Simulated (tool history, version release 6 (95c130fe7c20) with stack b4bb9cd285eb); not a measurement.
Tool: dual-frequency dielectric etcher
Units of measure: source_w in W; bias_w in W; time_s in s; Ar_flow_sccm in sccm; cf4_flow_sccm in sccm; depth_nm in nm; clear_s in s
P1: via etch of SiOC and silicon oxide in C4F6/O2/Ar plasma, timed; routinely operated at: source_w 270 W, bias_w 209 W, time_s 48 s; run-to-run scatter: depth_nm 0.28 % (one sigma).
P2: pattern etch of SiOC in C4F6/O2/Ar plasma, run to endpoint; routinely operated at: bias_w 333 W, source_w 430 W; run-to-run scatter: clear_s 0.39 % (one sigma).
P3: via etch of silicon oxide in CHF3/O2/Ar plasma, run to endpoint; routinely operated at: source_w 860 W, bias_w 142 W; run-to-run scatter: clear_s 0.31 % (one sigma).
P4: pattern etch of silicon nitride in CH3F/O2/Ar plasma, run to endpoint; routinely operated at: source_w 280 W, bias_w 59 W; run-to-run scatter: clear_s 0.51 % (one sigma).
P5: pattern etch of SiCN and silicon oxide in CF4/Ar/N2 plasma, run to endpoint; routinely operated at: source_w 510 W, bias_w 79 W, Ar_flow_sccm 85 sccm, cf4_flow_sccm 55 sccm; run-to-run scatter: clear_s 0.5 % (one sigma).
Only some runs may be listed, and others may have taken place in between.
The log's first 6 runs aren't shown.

run,day,process,source_w,bias_w,time_s,Ar_flow_sccm,cf4_flow_sccm,depth_nm,clear_s
7,3.429,P4,200,59,,,,,67.086
8,3.883,P5,510,79,,85,40,,17.055
9,4.233,P2,250,333,,,,,21.534
10,4.533,P1,270,209,48,,,47.032,
11,4.983,P5,510,79,,85,55,,16.214
12,5.292,P1,270,209,27,,,26.606,
13,5.592,P2,430,464,,,,,15.52
14,6.104,P2,430,333,,,,,17.569
15,6.725,P1,270,209,48,,,47.388,
16,7.204,P1,270,262,26.5,,,28.2,
17,7.896,P5,510,53,,85,55,,18.419
18,8.425,P3,860,142,,,,,341.12
19,8.917,P1,170,209,48,,,39.67,
20,9.354,P1,270,134,48,,,40.774,

What will run 21 give?
21,9.988,P1,270,209,71.5,,,?,

depth_nm: 70.383 nm

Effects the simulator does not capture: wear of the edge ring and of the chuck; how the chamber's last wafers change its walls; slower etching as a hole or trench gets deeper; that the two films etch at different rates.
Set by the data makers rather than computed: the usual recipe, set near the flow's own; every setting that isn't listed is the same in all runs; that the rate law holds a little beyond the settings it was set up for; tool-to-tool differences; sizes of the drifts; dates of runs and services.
